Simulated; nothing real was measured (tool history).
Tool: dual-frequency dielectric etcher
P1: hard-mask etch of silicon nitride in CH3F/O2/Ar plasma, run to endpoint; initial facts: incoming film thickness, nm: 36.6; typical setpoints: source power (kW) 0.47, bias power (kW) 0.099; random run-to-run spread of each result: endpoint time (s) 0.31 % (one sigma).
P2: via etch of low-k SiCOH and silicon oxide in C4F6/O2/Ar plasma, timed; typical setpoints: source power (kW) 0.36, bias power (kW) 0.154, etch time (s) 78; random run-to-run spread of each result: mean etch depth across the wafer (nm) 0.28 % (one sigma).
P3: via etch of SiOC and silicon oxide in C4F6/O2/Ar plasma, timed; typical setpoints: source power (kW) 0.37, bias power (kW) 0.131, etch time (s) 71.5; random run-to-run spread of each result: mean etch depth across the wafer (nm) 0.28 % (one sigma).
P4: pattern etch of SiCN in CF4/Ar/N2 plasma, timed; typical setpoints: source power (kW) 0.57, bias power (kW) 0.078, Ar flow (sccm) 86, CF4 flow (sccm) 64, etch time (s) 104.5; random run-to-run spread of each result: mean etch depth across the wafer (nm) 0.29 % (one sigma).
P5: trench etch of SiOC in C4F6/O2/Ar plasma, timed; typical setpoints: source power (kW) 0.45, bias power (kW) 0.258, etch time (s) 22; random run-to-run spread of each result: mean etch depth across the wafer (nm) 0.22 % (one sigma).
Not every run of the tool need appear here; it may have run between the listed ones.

run   hour  process that ran  source power (kW)  bias power (kW)  etch time (s)  Ar flow (sccm)  CF4 flow (sccm)  hours since the last wet clean  hours since the last source power generator calibration  hours since the last bias power generator calibration  endpoint time (s)  mean etch depth across the wafer (nm)
  1    6.1                P1               0.47            0.099                                                                           108.5                                                      821                                                 2759.9              45.63
  2     15                P2               0.36            0.154            108                                                            117.4                                                    829.9                                                 2768.8                                                     276.8
  3   25.3                P4               0.57            0.078          104.5              86               41                           127.7                                                    840.2                                                 2779.1                                                    104.98
  4   34.6                P3               0.45            0.131           71.5                                                              137                                                    849.5                                                 2788.4                                                     74.53
  5   41.1                P3               0.37            0.174           71.5                                                            143.5                                                      856                                                 2794.9                                                    75.494
  6   47.4                P1               0.37            0.099                                                                           149.8                                                    862.3                                                 2801.2             50.155
  7   56.3                P1               0.63            0.138                                                                           158.7                                                    871.2                                                 2810.1             36.016
  8     62                P1               0.47            0.099                                                                           164.4                                                    876.9                                                 2815.8              45.65
  9     72                P2               0.47            0.154             78                                                            174.4                                                    886.9                                                 2825.8                                                    223.01
 10   77.5                P1               0.47             0.13                                                                           179.9                                                    892.4                                                 2831.3              41.13
 11   87.5                P5               0.45            0.258             12                                                            189.9                                                    902.4                                                 2841.3                                                     30.17
 12   96.6                P5               0.45            0.258             22                                                              199                                                    911.5                                                 2850.4                                                     55.17
 13    102                P1               0.47            0.099                                                                           204.4                                                    916.9                                                 2855.8             45.325
 14  112.5                P5               0.45            0.156             22                                                            214.9                                                    927.4                                                 2866.3                                                     47.17
 15  119.9                P3               0.37            0.131           71.5                                                            222.3                                                    934.8                                                 2873.7                                                    69.005
 16  124.4                P1               0.47            0.076                                                                           226.8                                                    939.3                                                 2878.2             49.796
 17  130.5                P1               0.66            0.099                                                                           232.9                                                    945.4                                                 2884.3             40.175
 18  135.2                P1               0.37            0.126                                                                           237.6                                                    950.1                                                   2889             45.319
 19    145                P2               0.36            0.154             78                                                            247.4                                                    959.9                                                 2898.8                                                    200.69
 20  152.6                P5               0.62            0.258             22                                                              255                                                    967.5                                                 2906.4                                                     62.48
 21  159.9                P1               0.47            0.099                                                                           262.3                                                    974.8                                                 2913.7             45.446
 22  165.8                P4               0.57            0.101          104.5              86               64                           268.2                                                    980.7                                                 2919.6                                                    122.74
 23  174.6                P1               0.35            0.078                                                                             277                                                    989.5                                                 2928.4             55.114
 24  180.5                P5               0.45            0.258             22                                                            282.9                                                    995.4                                                 2934.3                                                    55.202
 25  185.3                P4               0.57            0.078          104.5             110               64                           287.7                                                   1000.2                                                 2939.1                                                    108.94
 26  192.6                P3               0.37            0.131           42.5                                                              295                                                   1007.5                                                 2946.4                                                    41.149
 27  200.8                P4               0.57            0.078          104.5              86               64                           303.2                                                   1015.7                                                 2954.6                                                    112.27
 28  207.3                P4               0.57            0.078          138.5              86               64                           309.7                                                   1022.2                                                 2961.1                                                    148.51
 29  212.6                P4               0.45            0.078          104.5              86               64                             315                                                   1027.5                                                 2966.4                                                    91.633
 30  221.9                P2               0.36            0.115             78                                                            324.3                                                   1036.8                                                 2975.7                                                    183.26
 31  226.7                P3               0.37            0.131           71.5                                                            329.1                                                   1041.6                                                 2980.5                                                    68.937
 32    237                P1               0.47            0.099                                                                           339.4                                                   1051.9                                                 2990.8             45.523
 33    244                P1               0.47            0.099                                                                           346.4                                                   1058.9                                                 2997.8             45.211
 34  248.8                P1               0.47            0.099                                                                           351.2                                                   1063.7                                                 3002.6             44.877
 35  256.8                P1               0.47            0.099                                                                           359.2                                                   1071.7                                                 3010.6             44.993
 36  263.7                P1               0.47            0.099                                                                           366.1                                                   1078.6                                                 3017.5             44.854
 37  273.3                P1               0.47            0.099                                                                           375.7                                                   1088.2                                                 3027.1             44.756
       275  -- wet clean of the chamber
 38  281.4                P1               0.47            0.099                                                                             6.5                                                   1096.3                                                 3035.2             44.881
 39  290.7                P1               0.47            0.099                                                                            15.8                                                   1105.6                                                 3044.5             44.874
 40  298.3                P1               0.47            0.099                                                                            23.4                                                   1113.2                                                 3052.1             44.964
 41  305.2                P1               0.47            0.099                                                                            30.3                                                   1120.1                                                   3059             44.515
 42  313.4                P1               0.47            0.099                                                                            38.5                                                   1128.3                                                 3067.2             44.885
 43  321.8                P1               0.47            0.099                                                                            46.9                                                   1136.7                                                 3075.6             44.812

P1 no longer gives what it gave before; its output has crept away from where it was. The following 2 causes, each at its listed size, fit the log equally well:
A: bias power that arrives over what is set, % = 4.42
B: source power that arrives over what is set, % = 4.3
The creep began at about hour 237.
Ruled out, with reasons:
chamber walls in a state that raises the etch rate, %: serviced at hour 275, after the drift had started, without restoring the earlier output

Of the 4 check runs listed below, each run on one wafer and each result written as a question mark, which would let you distinguish the listed causes because they would give clearly different results?
check 1  330.2                P4               0.57            0.078            128              86               48                                                                                                                                                                                                         ?
check 2  330.2                P5               0.45            0.182             12                                                                                                                                                                                                                                          ?
check 3  330.2                P2               0.36            0.126             78                                                                                                                                                                                                                                          ?
check 4  330.2                P3               0.37            0.158           71.5                                                                                                                                                                                                                                          ?

What each check would give under each cause:
  check                                 result    if A    if B
check 1  mean etch depth across the wafer (nm)  134.04  136.92
check 2  mean etch depth across the wafer (nm)    27.3  27.376
check 3  mean etch depth across the wafer (nm)  191.11  191.88
check 4  mean etch depth across the wafer (nm)  74.243  74.446
How far apart the two closest causes lie, in the result that separates them most: check 1 2.12 %; check 2 0.28 %; check 3 0.4 %; check 4 0.27 %
The causes can be told apart only by check 1. The other checks would give nearly the same results under each of them.

The results of check 1 are: mean etch depth across the wafer (nm) 136.87. Based on these, which of the listed causes is it?

It was cause B: source power that arrives over what is set, %.

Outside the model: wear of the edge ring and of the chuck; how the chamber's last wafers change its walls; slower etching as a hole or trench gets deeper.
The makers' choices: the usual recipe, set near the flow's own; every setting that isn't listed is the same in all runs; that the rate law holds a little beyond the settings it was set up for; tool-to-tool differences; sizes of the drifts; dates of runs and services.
